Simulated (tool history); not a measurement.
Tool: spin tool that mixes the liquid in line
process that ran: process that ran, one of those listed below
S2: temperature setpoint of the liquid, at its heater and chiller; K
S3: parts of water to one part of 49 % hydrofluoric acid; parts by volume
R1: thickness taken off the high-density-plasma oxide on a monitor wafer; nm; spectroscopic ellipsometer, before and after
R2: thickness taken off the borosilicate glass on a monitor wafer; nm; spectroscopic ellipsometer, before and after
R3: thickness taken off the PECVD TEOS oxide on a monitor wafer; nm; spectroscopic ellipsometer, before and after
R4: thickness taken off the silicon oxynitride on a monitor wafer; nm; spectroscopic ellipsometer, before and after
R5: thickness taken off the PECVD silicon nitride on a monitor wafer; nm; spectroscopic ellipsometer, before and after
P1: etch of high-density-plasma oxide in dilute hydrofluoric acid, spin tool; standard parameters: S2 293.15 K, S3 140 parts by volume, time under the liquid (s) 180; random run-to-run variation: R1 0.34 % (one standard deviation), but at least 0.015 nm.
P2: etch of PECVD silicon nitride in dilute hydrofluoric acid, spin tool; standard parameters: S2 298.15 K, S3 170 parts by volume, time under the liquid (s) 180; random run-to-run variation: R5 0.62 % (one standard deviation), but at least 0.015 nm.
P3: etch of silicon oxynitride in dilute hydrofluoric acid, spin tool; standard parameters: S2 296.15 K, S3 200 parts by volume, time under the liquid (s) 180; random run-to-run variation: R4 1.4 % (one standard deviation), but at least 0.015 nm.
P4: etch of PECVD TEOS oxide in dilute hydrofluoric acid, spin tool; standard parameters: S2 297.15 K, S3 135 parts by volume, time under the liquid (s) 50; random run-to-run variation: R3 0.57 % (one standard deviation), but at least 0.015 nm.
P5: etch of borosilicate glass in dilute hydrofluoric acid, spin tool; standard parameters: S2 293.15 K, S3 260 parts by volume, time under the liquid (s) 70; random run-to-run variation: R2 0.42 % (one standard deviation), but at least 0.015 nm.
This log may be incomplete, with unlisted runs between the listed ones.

Run 1, hour 3.2: process that ran P1, S2 293.15 K, S3 140 parts by volume, time under the liquid (s) 180. Result: R1 6.67270 nm.
Run 2, hour 8.7: process that ran P5, S2 293.15 K, S3 260 parts by volume, time under the liquid (s) 135. Result: R2 10.9600 nm.
Run 3, hour 13.1: process that ran P4, S2 297.15 K, S3 135 parts by volume, time under the liquid (s) 50. Result: R3 4.5253 nm.
Run 4, hour 18.6: process that ran P3, S2 301.65 K, S3 200 parts by volume, time under the liquid (s) 180. Result: R4 1.93470 nm.
Run 5, hour 22.3: process that ran P1, S2 293.15 K, S3 80 parts by volume, time under the liquid (s) 180. Result: R1 12.50000 nm.
Run 6, hour 25.9: process that ran P1, S2 293.15 K, S3 140 parts by volume, time under the liquid (s) 15. Result: R1 0.56892 nm.
Run 7, hour 29.0: process that ran P5, S2 293.15 K, S3 125 parts by volume, time under the liquid (s) 70. Result: R2 13.6090 nm.
Run 8, hour 34.5: process that ran P2, S2 298.15 K, S3 170 parts by volume, time under the liquid (s) 180. Result: R5 3.1175 nm.
Run 9, hour 39.8: process that ran P2, S2 298.15 K, S3 170 parts by volume, time under the liquid (s) 180. Result: R5 3.1668 nm.
Run 10, hour 42.8: process that ran P1, S2 290.15 K, S3 215 parts by volume, time under the liquid (s) 180. Result: R1 3.61510 nm.
Run 11, hour 47.1: process that ran P4, S2 297.15 K, S3 45 parts by volume, time under the liquid (s) 50. Result: R3 15.2720 nm.
Run 12, hour 50.1: process that ran P2, S2 290.65 K, S3 170 parts by volume, time under the liquid (s) 180. Result: R5 1.9620 nm.
Run 13, hour 54.1: process that ran P3, S2 296.15 K, S3 200 parts by volume, time under the liquid (s) 15. Result: R4 0.12839 nm.
Run 14, hour 58.5: process that ran P2, S2 298.15 K, S3 170 parts by volume, time under the liquid (s) 355. Result: R5 6.1894 nm.
Run 15, hour 62.2: process that ran P1, S2 293.15 K, S3 245 parts by volume, time under the liquid (s) 180. Result: R1 3.46750 nm.
Run 16, hour 67.4: process that ran P4, S2 297.15 K, S3 135 parts by volume, time under the liquid (s) 15. Result: R3 1.3473 nm.
Run 17, hour 70.6: process that ran P3, S2 296.15 K, S3 90 parts by volume, time under the liquid (s) 180. Result: R4 3.75310 nm.
Run 18, hour 74.5: process that ran P4, S2 297.15 K, S3 135 parts by volume, time under the liquid (s) 50. Result: R3 4.5705 nm.
Run 19, hour 77.5: process that ran P5, S2 298.15 K, S3 260 parts by volume, time under the liquid (s) 70. Result: R2 6.8554 nm.
Run 20, hour 81.5: process that ran P1, S2 300.65 K, S3 140 parts by volume, time under the liquid (s) 180. Result: R1 8.88920 nm.
Run 21, hour 87.0: process that ran P1, S2 293.15 K, S3 140 parts by volume, time under the liquid (s) 180. Result: R1 6.64510 nm.
Run 22, hour 89.7: process that ran P3, S2 296.15 K, S3 200 parts by volume, time under the liquid (s) 180. Result: R4 1.49510 nm.
Run 23, hour 92.2: process that ran P2, S2 298.15 K, S3 90 parts by volume, time under the liquid (s) 180. Result: R5 6.0202 nm.
Run 24, hour 95.1: process that ran P4, S2 290.15 K, S3 135 parts by volume, time under the liquid (s) 50. Result: R3 3.4539 nm.
Run 25, hour 99.0: process that ran P5, S2 293.15 K, S3 260 parts by volume, time under the liquid (s) 70. Result: R2 5.7362 nm.
Run 26, hour 103.0: process that ran P1, S2 298.65 K, S3 140 parts by volume, time under the liquid (s) 55. Result: R1 2.54290 nm.
Run 27, hour 107.2: process that ran P1, S2 293.15 K, S3 140 parts by volume, time under the liquid (s) 180. Result: R1 6.67210 nm.
Run 28, hour 110.8: process that ran P1, S2 290.15 K, S3 140 parts by volume, time under the liquid (s) 180. Result: R1 5.95400 nm.
Run 29, hour 113.7: process that ran P1, S2 293.15 K, S3 140 parts by volume, time under the liquid (s) 180. Result: R1 6.70780 nm.
Run 30, hour 119.1: process that ran P1, S2 293.15 K, S3 140 parts by volume, time under the liquid (s) 180. Result: R1 6.67440 nm.
Run 31, hour 124.2: process that ran P1, S2 293.15 K, S3 140 parts by volume, time under the liquid (s) 180. Result: R1 6.67090 nm.
Run 32, hour 129.3: process that ran P5, S2 293.15 K, S3 260 parts by volume, time under the liquid (s) 70. Result: R2 5.6927 nm.
Run 33, hour 131.9: process that ran P1, S2 293.15 K, S3 140 parts by volume, time under the liquid (s) 295. Result: R1 10.99000 nm.
Run 34, hour 135.7: process that ran P1, S2 293.15 K, S3 140 parts by volume, time under the liquid (s) 180. Result: R1 6.71100 nm.
Run 35, hour 140.6: process that ran P1, S2 293.15 K, S3 140 parts by volume, time under the liquid (s) 180. Result: R1 6.83480 nm.
Run 36, hour 145.0: process that ran P1, S2 293.15 K, S3 140 parts by volume, time under the liquid (s) 180. Result: R1 6.89960 nm.
Run 37, hour 148.4: process that ran P1, S2 293.15 K, S3 140 parts by volume, time under the liquid (s) 180. Result: R1 6.97620 nm.
Run 38, hour 152.1: process that ran P1, S2 293.15 K, S3 140 parts by volume, time under the liquid (s) 180. Result: R1 7.00430 nm.
Run 39, hour 154.7: process that ran P1, S2 293.15 K, S3 140 parts by volume, time under the liquid (s) 180. Result: R1 7.03300 nm.
Run 40, hour 159.4: process that ran P1, S2 293.15 K, S3 140 parts by volume, time under the liquid (s) 180. Result: R1 6.98780 nm.
Run 41, hour 163.2: process that ran P1, S2 293.15 K, S3 140 parts by volume, time under the liquid (s) 180. Result: R1 6.98050 nm.
Run 42, hour 168.3: process that ran P1, S2 293.15 K, S3 140 parts by volume, time under the liquid (s) 180. Result: R1 7.04200 nm.
Run 43, hour 172.3: process that ran P1, S2 293.15 K, S3 140 parts by volume, time under the liquid (s) 180. Result: R1 7.00530 nm.
Run 44, hour 175.5: process that ran P1, S2 293.15 K, S3 140 parts by volume, time under the liquid (s) 180. Result: R1 7.07400 nm.
Run 45, hour 179.3: process that ran P1, S2 293.15 K, S3 140 parts by volume, time under the liquid (s) 180. Result: R1 7.02580 nm.

Compared with where it was, what P1 gives has crept away. Each cause listed below fits the log as well as the rest, at the size given for it:
A: liquid hotter than its thermometer reads (K) = 1.41
B: hydrofluoric acid flow above the setpoint (%) = 5.01
Onset of the creep was near hour 135.7.

The 4 check runs listed below each average the results of 2 wafers, and their outcomes are marked with question marks. Under which run would the listed causes produce clearly different results?
Run check 1, hour 183.1: process that ran P5, S2 293.15 K, S3 260 parts by volume, time under the liquid (s) 70. Result: R2 ?.
Run check 2, hour 183.1: process that ran P3, S2 296.15 K, S3 200 parts by volume, time under the liquid (s) 180. Result: R4 ?.
Run check 3, hour 183.1: process that ran P2, S2 298.15 K, S3 170 parts by volume, time under the liquid (s) 180. Result: R5 ?.
Run check 4, hour 183.1: process that ran P4, S2 297.15 K, S3 135 parts by volume, time under the liquid (s) 50. Result: R3 ?.

Predicted outcomes, by check and by cause:
  check  result     if A     if B
check 1      R2   6.0093   6.0589
check 2      R4  1.63060  1.61880
check 3      R5   3.4591   3.3225
check 4      R3   4.7866   4.7978
Per check, the gap between the least separated pair of causes, taken in the result that splits them most: check 1 0.82 %; check 2 0.72 %; check 3 4.03 %; check 4 0.23 %
Check 3 distinguishes between the causes, while the remaining checks would return nearly the same result for all of them.

The results of check 3 are: R5 3.2951 nm. Based on these, which of the listed causes is it?

Of the candidate causes, it is B: hydrofluoric acid flow above the setpoint (%).
